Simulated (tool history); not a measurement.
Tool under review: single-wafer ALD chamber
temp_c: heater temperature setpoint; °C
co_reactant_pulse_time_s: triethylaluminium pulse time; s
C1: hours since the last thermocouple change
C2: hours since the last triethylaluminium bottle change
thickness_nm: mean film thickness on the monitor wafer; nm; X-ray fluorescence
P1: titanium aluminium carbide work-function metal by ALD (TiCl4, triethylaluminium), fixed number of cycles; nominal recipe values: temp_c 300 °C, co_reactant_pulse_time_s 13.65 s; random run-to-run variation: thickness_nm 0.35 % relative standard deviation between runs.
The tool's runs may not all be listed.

run 1 hour=8.3 | temp_c=300 co_reactant_pulse_time_s=13.65 | C1=1198.9 C2=157.4 | thickness_nm=1.9563
run 2 hour=17.9 | temp_c=300 co_reactant_pulse_time_s=4.80 | C1=1208.5 C2=167.0 | thickness_nm=1.5961
run 3 hour=25.3 | temp_c=325 co_reactant_pulse_time_s=13.65 | C1=1215.9 C2=174.4 | thickness_nm=2.1676
run 4 hour=41.4 | temp_c=300 co_reactant_pulse_time_s=13.65 | C1=1232.0 C2=190.5 | thickness_nm=1.9615
run 5 hour=57.7 | temp_c=300 co_reactant_pulse_time_s=22.48 | C1=1248.3 C2=206.8 | thickness_nm=1.9801
run 6 hour=68.0 | temp_c=300 co_reactant_pulse_time_s=13.65 | C1=1258.6 C2=217.1 | thickness_nm=1.9654
run 7 hour=80.0 | temp_c=277 co_reactant_pulse_time_s=13.65 | C1=1270.6 C2=229.1 | thickness_nm=1.7619
-- hour=80.8 thermocouple changed; heater temperature recalibrated
run 8 hour=94.6 | temp_c=300 co_reactant_pulse_time_s=13.65 | C1=13.9 C2=243.7 | thickness_nm=1.9697
run 9 hour=110.4 | temp_c=300 co_reactant_pulse_time_s=13.65 | C1=29.7 C2=259.5 | thickness_nm=1.9720
run 10 hour=124.0 | temp_c=280 co_reactant_pulse_time_s=5.05 | C1=43.3 C2=273.1 | thickness_nm=1.4872
run 11 hour=137.6 | temp_c=300 co_reactant_pulse_time_s=13.65 | C1=56.9 C2=286.7 | thickness_nm=1.9474
run 12 hour=145.2 | temp_c=300 co_reactant_pulse_time_s=13.65 | C1=64.5 C2=294.3 | thickness_nm=1.9605
run 13 hour=157.3 | temp_c=300 co_reactant_pulse_time_s=13.65 | C1=76.6 C2=306.4 | thickness_nm=1.9348
run 14 hour=171.0 | temp_c=300 co_reactant_pulse_time_s=13.65 | C1=90.3 C2=320.1 | thickness_nm=1.9226
run 15 hour=181.0 | temp_c=300 co_reactant_pulse_time_s=13.65 | C1=100.3 C2=330.1 | thickness_nm=1.9201
run 16 hour=190.1 | temp_c=300 co_reactant_pulse_time_s=13.65 | C1=109.4 C2=339.2 | thickness_nm=1.9042
run 17 hour=198.7 | temp_c=300 co_reactant_pulse_time_s=13.65 | C1=118.0 C2=347.8 | thickness_nm=1.9147
run 18 hour=214.4 | temp_c=300 co_reactant_pulse_time_s=13.65 | C1=133.7 C2=363.5 | thickness_nm=1.9092
run 19 hour=224.7 | temp_c=300 co_reactant_pulse_time_s=13.65 | C1=144.0 C2=373.8 | thickness_nm=1.9129

What P1 gives has crept off from where it sat before. The 2 causes that follow fit the log equally well, each at the size noted:
A: triethylaluminium dose below that of a fresh bottle (%) = 27.9
B: wafer temperature below the value expected at the setpoint (K) = 5.71
The creep began at about hour 145.2.

Below are 4 check runs, each on a single wafer, with their results shown as question marks. Which of them would tell the listed causes apart, meaning the causes would give clearly different results under it?
run check 1 hour=235.0 | temp_c=314 co_reactant_pulse_time_s=7.80 | thickness_nm=?
run check 2 hour=235.0 | temp_c=324 co_reactant_pulse_time_s=13.65 | thickness_nm=?
run check 3 hour=235.0 | temp_c=277 co_reactant_pulse_time_s=13.65 | thickness_nm=?
run check 4 hour=235.0 | temp_c=322 co_reactant_pulse_time_s=13.65 | thickness_nm=?

What each check would give under each cause:
check=check_1 result=thickness_nm if_A=1.7957 if_B=1.9088
check=check_2 result=thickness_nm if_A=2.1111 if_B=2.1153
check=check_3 result=thickness_nm if_A=1.7212 if_B=1.7175
check=check_4 result=thickness_nm if_A=2.0942 if_B=2.0981
Separation of the two closest causes in each check, using whichever result separates them best: check 1 6.11 %; check 2 0.2 %; check 3 0.21 %; check 4 0.19 %
Only check 1 tells the causes apart: in the others they would give nearly the same result.

With check 1 done, the readings were: thickness_nm 1.8949 nm. Identify which of the listed causes applies.

B is the cause: wafer temperature below the value expected at the setpoint (K).
